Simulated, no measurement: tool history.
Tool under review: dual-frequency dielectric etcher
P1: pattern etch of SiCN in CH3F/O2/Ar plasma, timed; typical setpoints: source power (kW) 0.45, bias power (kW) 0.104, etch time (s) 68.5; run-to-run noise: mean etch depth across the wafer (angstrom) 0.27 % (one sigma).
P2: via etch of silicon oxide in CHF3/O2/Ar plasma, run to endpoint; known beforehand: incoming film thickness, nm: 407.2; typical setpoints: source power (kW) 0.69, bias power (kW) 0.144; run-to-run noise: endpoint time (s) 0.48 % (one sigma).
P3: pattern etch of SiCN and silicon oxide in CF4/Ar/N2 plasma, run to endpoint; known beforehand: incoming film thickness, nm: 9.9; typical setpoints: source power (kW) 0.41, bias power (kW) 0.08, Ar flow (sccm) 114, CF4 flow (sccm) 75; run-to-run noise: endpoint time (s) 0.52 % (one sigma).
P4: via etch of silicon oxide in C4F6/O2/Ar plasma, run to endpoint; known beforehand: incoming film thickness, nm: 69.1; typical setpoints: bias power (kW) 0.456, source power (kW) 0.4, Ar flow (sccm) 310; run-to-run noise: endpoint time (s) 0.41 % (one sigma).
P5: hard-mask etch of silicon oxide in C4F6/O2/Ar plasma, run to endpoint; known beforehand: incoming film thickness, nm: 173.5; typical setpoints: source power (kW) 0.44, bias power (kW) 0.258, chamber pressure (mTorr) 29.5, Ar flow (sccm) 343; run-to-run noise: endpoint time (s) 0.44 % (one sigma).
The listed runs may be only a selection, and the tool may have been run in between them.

| run | hour | process that ran | source power (kW) | bias power (kW) | etch time (s) | Ar flow (sccm) | chamber pressure (mTorr) | CF4 flow (sccm) | mean etch depth across the wafer (angstrom) | endpoint time (s) |
|---|---|---|---|---|---|---|---|---|---|---|
| 1 | 12.9 | P1 | 0.45 | 0.104 | 68.5 |  |  |  | 311.87 |  |
| 2 | 21.1 | P4 | 0.27 | 0.456 |  | 310 |  |  |  | 18.139 |
| 3 | 36.7 | P1 | 0.57 | 0.104 | 92.5 |  |  |  | 459.95 |  |
| 4 | 48.4 | P1 | 0.45 | 0.104 | 68.5 |  |  |  | 311.45 |  |
| 5 | 58.6 | P1 | 0.45 | 0.077 | 68.5 |  |  |  | 279.44 |  |
| 6 | 71 | P2 | 0.69 | 0.144 |  |  |  |  |  | 212.41 |
|  | 75 | source power generator calibrated |
| 7 | 87.4 | P1 | 0.45 | 0.104 | 68.5 |  |  |  | 311.84 |  |
| 8 | 98.1 | P1 | 0.45 | 0.104 | 68.5 |  |  |  | 312.51 |  |
| 9 | 110.1 | P1 | 0.45 | 0.104 | 68.5 |  |  |  | 313.23 |  |
| 10 | 122 | P5 | 0.44 | 0.258 |  | 343 | 29.5 |  |  | 47.562 |
| 11 | 140.9 | P1 | 0.45 | 0.104 | 44.5 |  |  |  | 201.89 |  |
| 12 | 152.7 | P1 | 0.45 | 0.104 | 68.5 |  |  |  | 310.71 |  |
| 13 | 170.6 | P4 | 0.4 | 0.456 |  | 310 |  |  |  | 15.809 |
| 14 | 180 | P2 | 0.57 | 0.144 |  |  |  |  |  | 228.1 |
| 15 | 192.2 | P5 | 0.44 | 0.158 |  | 343 | 29.5 |  |  | 55.76 |
| 16 | 203.8 | P5 | 0.44 | 0.258 |  | 343 | 29.5 |  |  | 48.144 |
| 17 | 221.3 | P1 | 0.45 | 0.134 | 68.5 |  |  |  | 344.44 |  |
| 18 | 237.4 | P2 | 0.69 | 0.094 |  |  |  |  |  | 241.35 |
| 19 | 249.9 | P4 | 0.4 | 0.456 |  | 310 |  |  |  | 15.81 |
| 20 | 264.8 | P1 | 0.29 | 0.104 | 68.5 |  |  |  | 265.96 |  |
| 21 | 275.8 | P5 | 0.3 | 0.258 |  | 343 | 29.5 |  |  | 55.156 |
| 22 | 290.1 | P3 | 0.41 | 0.08 |  | 138 |  | 75 |  | 12.307 |
| 23 | 301 | P3 | 0.41 | 0.056 |  | 114 |  | 75 |  | 13.52 |
| 24 | 313.9 | P4 | 0.4 | 0.357 |  | 310 |  |  |  | 17.287 |
| 25 | 322.6 | P5 | 0.44 | 0.258 |  | 433 | 29.5 |  |  | 48.876 |

Run 26, settings as shown, results not yet in. Your forecast:
| 26 | 331.5 | P5 | 0.44 | 0.258 |  | 343 | 40 |  |  | ? |

endpoint time (s): 49.351
